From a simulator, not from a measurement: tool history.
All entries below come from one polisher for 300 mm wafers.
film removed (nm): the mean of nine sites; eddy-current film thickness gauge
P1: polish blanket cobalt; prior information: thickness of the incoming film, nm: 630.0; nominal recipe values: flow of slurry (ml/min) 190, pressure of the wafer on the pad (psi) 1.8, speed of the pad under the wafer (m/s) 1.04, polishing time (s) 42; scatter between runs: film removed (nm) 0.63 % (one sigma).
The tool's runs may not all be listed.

run    day  flow of slurry (ml/min)  pressure of the wafer on the pad (psi)  speed of the pad under the wafer (m/s)  polishing time (s)  wafers polished on this pad  hours since the slurry nozzle was cleaned  hours since the head pressure was calibrated  film removed (nm)
  1  0.475                      190                                     1.8                                    1.04                  42                          736                                      132.9                                         294.4             236.49
  2  0.896                      295                                     1.8                                    1.04                  42                          888                                      143.0                                         304.5             248.41
  3  1.250                      190                                     0.9                                    1.04                  42                         1016                                      151.5                                         313.0             119.99
  4  1.608                      190                                     1.8                                    1.04                  42                         1145                                      160.1                                         321.6             237.10
  5  2.092                      190                                     1.8                                    0.60                  42                         1319                                      171.7                                         333.2             137.57
  6  2.475                      190                                     1.8                                    1.04                  65                         1458                                      180.9                                         342.4             368.87
  7  2.958                      190                                     1.8                                    1.04                  42                         1632                                      192.5                                         354.0             237.41
  8  3.225                      190                                     1.8                                    1.04                  42                         1728                                      198.9                                         360.4             238.84
  9  3.488                      190                                     1.8                                    0.76                  26                         1823                                      205.2                                         366.7             105.97
 10  3.833                      190                                     2.4                                    1.04                  42                         1948                                      213.5                                         375.0             318.52
 11  4.154                      135                                     1.8                                    1.04                  42                         2064                                      221.2                                         382.7             224.83
 12  4.554                      190                                     1.8                                    1.04                  42                         2208                                      230.8                                         392.3             235.68
     4.662  -- head pressure recalibrated
 13  5.033                      190                                     1.8                                    1.04                  42                         2381                                      242.3                                           8.9             238.67
 14  5.400                      190                                     1.8                                    1.48                  42                         2513                                      251.1                                          17.7             339.44

Run 15 comes next. What will it give?
 15  5.800                      190                                     1.8                                    1.04                  19                         2658                                      260.7                                          27.3                  ?

Run 15 produced film removed (nm) 107.92.

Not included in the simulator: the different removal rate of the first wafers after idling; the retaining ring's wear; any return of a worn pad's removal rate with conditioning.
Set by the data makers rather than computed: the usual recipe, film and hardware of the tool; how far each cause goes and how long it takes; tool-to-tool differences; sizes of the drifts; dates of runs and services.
